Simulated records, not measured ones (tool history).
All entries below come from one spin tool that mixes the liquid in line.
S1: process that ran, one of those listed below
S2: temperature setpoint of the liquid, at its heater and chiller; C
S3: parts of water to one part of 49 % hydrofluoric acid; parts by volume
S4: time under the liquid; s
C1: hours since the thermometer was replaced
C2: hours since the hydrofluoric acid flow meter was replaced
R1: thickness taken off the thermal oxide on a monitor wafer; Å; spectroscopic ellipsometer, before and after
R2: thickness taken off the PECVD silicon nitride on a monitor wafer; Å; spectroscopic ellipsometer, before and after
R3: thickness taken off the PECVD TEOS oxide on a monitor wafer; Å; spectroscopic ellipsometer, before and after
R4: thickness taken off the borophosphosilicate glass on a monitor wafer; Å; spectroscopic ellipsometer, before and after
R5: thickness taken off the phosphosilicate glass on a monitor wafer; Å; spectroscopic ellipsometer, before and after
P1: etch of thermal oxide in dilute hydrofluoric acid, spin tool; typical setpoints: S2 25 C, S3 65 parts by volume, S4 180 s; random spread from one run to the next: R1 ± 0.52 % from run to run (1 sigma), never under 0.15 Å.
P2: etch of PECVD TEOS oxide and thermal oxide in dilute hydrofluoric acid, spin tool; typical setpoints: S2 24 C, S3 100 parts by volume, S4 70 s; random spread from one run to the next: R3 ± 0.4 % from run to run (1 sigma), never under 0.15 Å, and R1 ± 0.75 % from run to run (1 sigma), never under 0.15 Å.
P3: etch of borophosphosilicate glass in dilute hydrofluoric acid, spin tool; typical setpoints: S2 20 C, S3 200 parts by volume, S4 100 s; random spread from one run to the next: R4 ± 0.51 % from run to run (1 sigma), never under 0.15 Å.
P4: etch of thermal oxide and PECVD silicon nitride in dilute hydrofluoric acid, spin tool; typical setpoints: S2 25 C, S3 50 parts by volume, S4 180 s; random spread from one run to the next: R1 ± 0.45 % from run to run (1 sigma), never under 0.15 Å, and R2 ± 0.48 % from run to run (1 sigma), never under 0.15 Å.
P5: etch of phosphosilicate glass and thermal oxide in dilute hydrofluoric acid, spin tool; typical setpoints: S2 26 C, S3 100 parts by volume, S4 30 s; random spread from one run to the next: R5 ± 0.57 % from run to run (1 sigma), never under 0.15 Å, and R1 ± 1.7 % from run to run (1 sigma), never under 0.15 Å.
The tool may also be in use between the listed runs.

Run 1, hour 3.8: S1 P1, S2 25 C, S3 65 parts by volume, S4 180 s; C1 1926.9; C2 1050.9. Result: R1 140.43 Å.
Run 2, hour 9.1: S1 P4, S2 31.5 C, S3 50 parts by volume, S4 180 s; C1 1932.2; C2 1056.2. Result: R1 244.32 Å, R2 102.87 Å.
Run 3, hour 12.3: S1 P2, S2 24 C, S3 100 parts by volume, S4 110 s; C1 1935.4; C2 1059.4. Result: R1 45.438 Å, R3 119.75 Å.
Run 4, hour 17.6: S1 P2, S2 24 C, S3 100 parts by volume, S4 70 s; C1 1940.7; C2 1064.7. Result: R1 29.404 Å, R3 76.322 Å.
Run 5, hour 22: S1 P4, S2 25 C, S3 50 parts by volume, S4 180 s; C1 1945.1; C2 1069.1. Result: R1 189.77 Å, R2 66.778 Å.
Run 6, hour 28.1: S1 P2, S2 31 C, S3 100 parts by volume, S4 70 s; C1 1951.2; C2 1075.2. Result: R1 38.247 Å, R3 99.94 Å.
Run 7, hour 32.4: S1 P1, S2 25 C, S3 90 parts by volume, S4 65 s; C1 1955.5; C2 1079.5. Result: R1 35.295 Å.
Run 8, hour 37.8: S1 P1, S2 17 C, S3 65 parts by volume, S4 180 s; C1 1960.9; C2 1084.9. Result: R1 99.614 Å.
Run 9, hour 42.6: S1 P4, S2 25 C, S3 50 parts by volume, S4 330 s; C1 1965.7; C2 1089.7. Result: R1 350.03 Å, R2 122.77 Å.
Run 10, hour 48.3: S1 P3, S2 28 C, S3 200 parts by volume, S4 100 s; C1 1971.4; C2 1095.4. Result: R4 165.55 Å.
Run 11, hour 52.3: S1 P4, S2 25 C, S3 75 parts by volume, S4 180 s; C1 1975.4; C2 1099.4. Result: R1 122.71 Å, R2 45.192 Å.
Run 12, hour 57.1: S1 P3, S2 20 C, S3 200 parts by volume, S4 35 s; C1 1980.2; C2 1104.2. Result: R4 42.799 Å.
Run 13, hour 61.5: S1 P1, S2 25 C, S3 65 parts by volume, S4 75 s; C1 1984.6; C2 1108.6. Result: R1 58.577 Å.
Run 14, hour 65.7: S1 P5, S2 26 C, S3 55 parts by volume, S4 30 s; C1 1988.8; C2 1112.8. Result: R1 30.799 Å, R5 952.56 Å.
Run 15, hour 71.8: S1 P1, S2 25 C, S3 65 parts by volume, S4 350 s; C1 1994.9; C2 1118.9. Result: R1 272.62 Å.
Run 16, hour 76.9: S1 P1, S2 25 C, S3 65 parts by volume, S4 180 s; C1 2000; C2 1124. Result: R1 139.81 Å.
Run 17, hour 83.2: S1 P1, S2 25 C, S3 45 parts by volume, S4 180 s; C1 2006.3; C2 1130.3. Result: R1 208.18 Å.
Run 18, hour 86.6: S1 P3, S2 20 C, S3 200 parts by volume, S4 100 s; C1 2009.7; C2 1133.7. Result: R4 123.38 Å.
Run 19, hour 92.3: S1 P1, S2 25 C, S3 65 parts by volume, S4 180 s; C1 2015.4; C2 1139.4. Result: R1 140.66 Å.
Run 20, hour 95.7: S1 P1, S2 25 C, S3 65 parts by volume, S4 180 s; C1 2018.8; C2 1142.8. Result: R1 140.46 Å.
Run 21, hour 99.9: S1 P1, S2 25 C, S3 65 parts by volume, S4 180 s; C1 2023; C2 1147. Result: R1 139.86 Å.
Run 22, hour 104.7: S1 P5, S2 26 C, S3 100 parts by volume, S4 45 s; C1 2027.8; C2 1151.8. Result: R1 23.98 Å, R5 735.17 Å.
Run 23, hour 110.9: S1 P1, S2 25 C, S3 100 parts by volume, S4 180 s; C1 2034; C2 1158. Result: R1 86.722 Å.
Run 24, hour 116.1: S1 P3, S2 20 C, S3 305 parts by volume, S4 100 s; C1 2039.2; C2 1163.2. Result: R4 72.293 Å.
Run 25, hour 121.4: S1 P2, S2 24 C, S3 155 parts by volume, S4 70 s; C1 2044.5; C2 1168.5. Result: R1 17.776 Å, R3 45.893 Å.
Run 26, hour 125.3: S1 P1, S2 25 C, S3 65 parts by volume, S4 180 s; C1 2048.4; C2 1172.4. Result: R1 140.22 Å.
Run 27, hour 129.5: S1 P1, S2 25 C, S3 65 parts by volume, S4 180 s; C1 2052.6; C2 1176.6. Result: R1 140.76 Å.
Run 28, hour 135: S1 P5, S2 31 C, S3 100 parts by volume, S4 30 s; C1 2058.1; C2 1182.1. Result: R1 19.637 Å, R5 589.58 Å.
Run 29, hour 140.9: S1 P1, S2 30.5 C, S3 65 parts by volume, S4 180 s; C1 2064; C2 1188. Result: R1 172.33 Å.
Run 30, hour 145.8: S1 P4, S2 25 C, S3 50 parts by volume, S4 180 s; C1 2068.9; C2 1192.9. Result: R1 189.38 Å, R2 67.204 Å.
Run 31, hour 150.6: S1 P5, S2 26 C, S3 100 parts by volume, S4 30 s; C1 2073.7; C2 1197.7. Result: R1 15.787 Å, R5 499.66 Å.
Run 32, hour 155.6: S1 P1, S2 25 C, S3 65 parts by volume, S4 180 s; C1 2078.7; C2 1202.7. Result: R1 140.61 Å.
Run 33, hour 160.2: S1 P1, S2 25 C, S3 65 parts by volume, S4 180 s; C1 2083.3; C2 1207.3. Result: R1 146.16 Å.
Run 34, hour 164.4: S1 P1, S2 25 C, S3 65 parts by volume, S4 180 s; C1 2087.5; C2 1211.5. Result: R1 147.69 Å.
Run 35, hour 170.6: S1 P1, S2 25 C, S3 65 parts by volume, S4 180 s; C1 2093.7; C2 1217.7. Result: R1 149.54 Å.
Run 36, hour 174.4: S1 P1, S2 25 C, S3 65 parts by volume, S4 180 s; C1 2097.5; C2 1221.5. Result: R1 149.77 Å.
Run 37, hour 178.1: S1 P1, S2 25 C, S3 65 parts by volume, S4 180 s; C1 2101.2; C2 1225.2. Result: R1 152.69 Å.
Run 38, hour 183: S1 P1, S2 25 C, S3 65 parts by volume, S4 180 s; C1 2106.1; C2 1230.1. Result: R1 150.72 Å.
Run 39, hour 186.5: S1 P1, S2 25 C, S3 65 parts by volume, S4 180 s; C1 2109.6; C2 1233.6. Result: R1 153.15 Å.
Run 40, hour 192: S1 P1, S2 25 C, S3 65 parts by volume, S4 180 s; C1 2115.1; C2 1239.1. Result: R1 152.4 Å.

What P1 gives has crept away from where it was. These 2 causes fit the log equally well, each at the size given:
A: liquid hotter than its thermometer reads (K) = 2.15
B: hydrofluoric acid flow above the setpoint (%) = 8.22
The drift started at roughly hour 155.6.

Below are 4 check runs, each on a single wafer, with their results shown as question marks. Which of them would tell the listed causes apart, meaning the causes would give clearly different results under it?
Run check 1, hour 197.5: S1 P4, S2 25 C, S3 50 parts by volume, S4 180 s. Result: R1 ?, R2 ?.
Run check 2, hour 197.5: S1 P5, S2 26 C, S3 100 parts by volume, S4 30 s. Result: R1 ?, R5 ?.
Run check 3, hour 197.5: S1 P2, S2 24 C, S3 100 parts by volume, S4 70 s. Result: R1 ?, R3 ?.
Run check 4, hour 197.5: S1 P3, S2 20 C, S3 200 parts by volume, S4 100 s. Result: R4 ?.

If the cause were each of the candidates in turn, the checks would give the following:
  check  result    if A    if B
check 1      R1  206.84  206.25
check 1      R2  77.174  72.293
check 2      R1  17.338  17.444
check 2      R5  535.68  538.94
check 3      R1  31.949  32.079
check 3      R3  83.137  83.477
check 4      R4  132.95  134.55
Per-check spread between the two closest causes, in the result where they differ most: check 1 6.53 %; check 2 0.61 %; check 3 0.41 %; check 4 1.2 %
Check 1 is the one run that separates the causes; every other check would come out nearly the same whichever cause is at work.

Running check 1 produced the following: R1 205.45 Å; R2 72.704 Å. Which one of the listed causes fits?

It was cause B: hydrofluoric acid flow above the setpoint (%).
